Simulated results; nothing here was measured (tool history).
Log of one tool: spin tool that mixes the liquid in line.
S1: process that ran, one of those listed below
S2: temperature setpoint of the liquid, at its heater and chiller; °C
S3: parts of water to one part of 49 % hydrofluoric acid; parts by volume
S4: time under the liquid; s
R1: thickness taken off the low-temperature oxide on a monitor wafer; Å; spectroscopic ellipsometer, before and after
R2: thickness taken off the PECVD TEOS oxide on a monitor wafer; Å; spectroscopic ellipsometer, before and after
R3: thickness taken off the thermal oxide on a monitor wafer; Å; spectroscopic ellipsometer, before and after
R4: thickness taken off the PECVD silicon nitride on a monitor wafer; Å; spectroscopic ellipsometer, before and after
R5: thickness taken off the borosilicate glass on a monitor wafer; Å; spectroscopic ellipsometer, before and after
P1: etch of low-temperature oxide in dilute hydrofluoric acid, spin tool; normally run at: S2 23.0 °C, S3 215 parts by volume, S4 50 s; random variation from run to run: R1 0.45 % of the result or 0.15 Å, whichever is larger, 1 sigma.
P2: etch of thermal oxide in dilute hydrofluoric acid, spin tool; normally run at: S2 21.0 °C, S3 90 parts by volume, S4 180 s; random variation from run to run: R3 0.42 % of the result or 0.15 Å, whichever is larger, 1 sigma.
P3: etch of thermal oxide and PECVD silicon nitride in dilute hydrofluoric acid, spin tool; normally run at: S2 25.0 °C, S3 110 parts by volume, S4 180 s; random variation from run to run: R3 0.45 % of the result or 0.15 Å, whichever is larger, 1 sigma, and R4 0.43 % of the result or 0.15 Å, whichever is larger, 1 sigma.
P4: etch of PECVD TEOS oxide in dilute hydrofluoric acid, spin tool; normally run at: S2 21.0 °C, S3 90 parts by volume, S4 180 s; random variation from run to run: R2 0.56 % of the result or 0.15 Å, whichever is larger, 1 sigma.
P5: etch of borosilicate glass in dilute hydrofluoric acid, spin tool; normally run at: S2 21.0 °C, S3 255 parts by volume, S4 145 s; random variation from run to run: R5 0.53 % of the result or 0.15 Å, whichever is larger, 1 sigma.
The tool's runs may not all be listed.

| run | hour | S1 | S2 | S3 | S4 | R1 | R2 | R3 | R4 | R5 |
|---|---|---|---|---|---|---|---|---|---|---|
| 1 | 9.7 | P1 | 23.0 | 215 | 50 | 45.987 |  |  |  |  |
| 2 | 23.9 | P4 | 21.0 | 20 | 180 |  | 805.05 |  |  |  |
| 3 | 38.6 | P3 | 25.0 | 110 | 355 |  |  | 155.090 | 110.020 |  |
| 4 | 52.2 | P2 | 21.0 | 90 | 180 |  |  | 87.819 |  |  |
| 5 | 62.2 | P1 | 23.0 | 215 | 50 | 45.279 |  |  |  |  |
| 6 | 72.5 | P5 | 21.0 | 255 | 145 |  |  |  |  | 137.800 |
| 7 | 83.6 | P1 | 30.5 | 330 | 50 | 34.344 |  |  |  |  |
| 8 | 95.9 | P1 | 23.0 | 215 | 50 | 45.984 |  |  |  |  |
| 9 | 107.7 | P5 | 17.0 | 255 | 145 |  |  |  |  | 118.790 |
| 10 | 123.7 | P1 | 23.0 | 215 | 80 | 72.699 |  |  |  |  |
| 11 | 136.0 | P2 | 21.0 | 140 | 180 |  |  | 53.595 |  |  |
| 12 | 148.7 | P1 | 23.0 | 340 | 50 | 25.538 |  |  |  |  |
| 13 | 163.8 | P4 | 21.0 | 90 | 180 |  | 164.79 |  |  |  |
| 14 | 172.4 | P4 | 17.0 | 90 | 180 |  | 139.43 |  |  |  |
|  | 172.5 | hydrofluoric acid flow meter replaced |
| 15 | 180.3 | P3 | 21.0 | 110 | 180 |  |  | 67.116 | 43.205 |  |
| 16 | 196.5 | P1 | 23.0 | 215 | 50 | 45.764 |  |  |  |  |
| 17 | 209.1 | P1 | 23.0 | 215 | 50 | 46.070 |  |  |  |  |
| 18 | 219.8 | P3 | 25.0 | 200 | 180 |  |  | 39.407 | 30.920 |  |
| 19 | 228.7 | P1 | 31.0 | 215 | 50 | 60.734 |  |  |  |  |
| 20 | 240.7 | P5 | 21.0 | 255 | 45 |  |  |  |  | 42.548 |
| 21 | 248.8 | P3 | 25.0 | 110 | 180 |  |  | 78.940 | 55.868 |  |
| 22 | 261.4 | P4 | 21.0 | 90 | 360 |  | 325.64 |  |  |  |
| 23 | 273.8 | P2 | 21.0 | 90 | 340 |  |  | 165.960 |  |  |
| 24 | 286.3 | P1 | 23.0 | 215 | 50 | 45.709 |  |  |  |  |
| 25 | 293.7 | P1 | 23.0 | 215 | 50 | 46.103 |  |  |  |  |
| 26 | 304.0 | P1 | 23.0 | 215 | 15 | 13.712 |  |  |  |  |
| 27 | 316.1 | P2 | 17.0 | 90 | 180 |  |  | 73.987 |  |  |
| 28 | 326.0 | P1 | 18.0 | 215 | 50 | 37.898 |  |  |  |  |
| 29 | 337.0 | P5 | 21.0 | 430 | 145 |  |  |  |  | 70.794 |
| 30 | 347.9 | P1 | 23.0 | 50 | 50 | 237.060 |  |  |  |  |
| 31 | 362.9 | P5 | 21.0 | 255 | 145 |  |  |  |  | 137.240 |
| 32 | 376.8 | P1 | 27.5 | 215 | 85 | 91.168 |  |  |  |  |
| 33 | 389.4 | P1 | 23.0 | 215 | 50 | 45.279 |  |  |  |  |
| 34 | 401.8 | P1 | 23.0 | 215 | 50 | 46.721 |  |  |  |  |
| 35 | 411.4 | P1 | 23.0 | 215 | 50 | 47.208 |  |  |  |  |
| 36 | 425.9 | P1 | 23.0 | 215 | 50 | 47.165 |  |  |  |  |
| 37 | 438.0 | P1 | 23.0 | 215 | 50 | 48.123 |  |  |  |  |
| 38 | 448.8 | P1 | 23.0 | 215 | 50 | 47.693 |  |  |  |  |
| 39 | 459.7 | P1 | 23.0 | 215 | 50 | 47.688 |  |  |  |  |

The next listed run, before its measurement:
| 40 | 467.8 | P1 | 23.0 | 215 | 50 | ? |  |  |  |  |

R1: 48.192 Å

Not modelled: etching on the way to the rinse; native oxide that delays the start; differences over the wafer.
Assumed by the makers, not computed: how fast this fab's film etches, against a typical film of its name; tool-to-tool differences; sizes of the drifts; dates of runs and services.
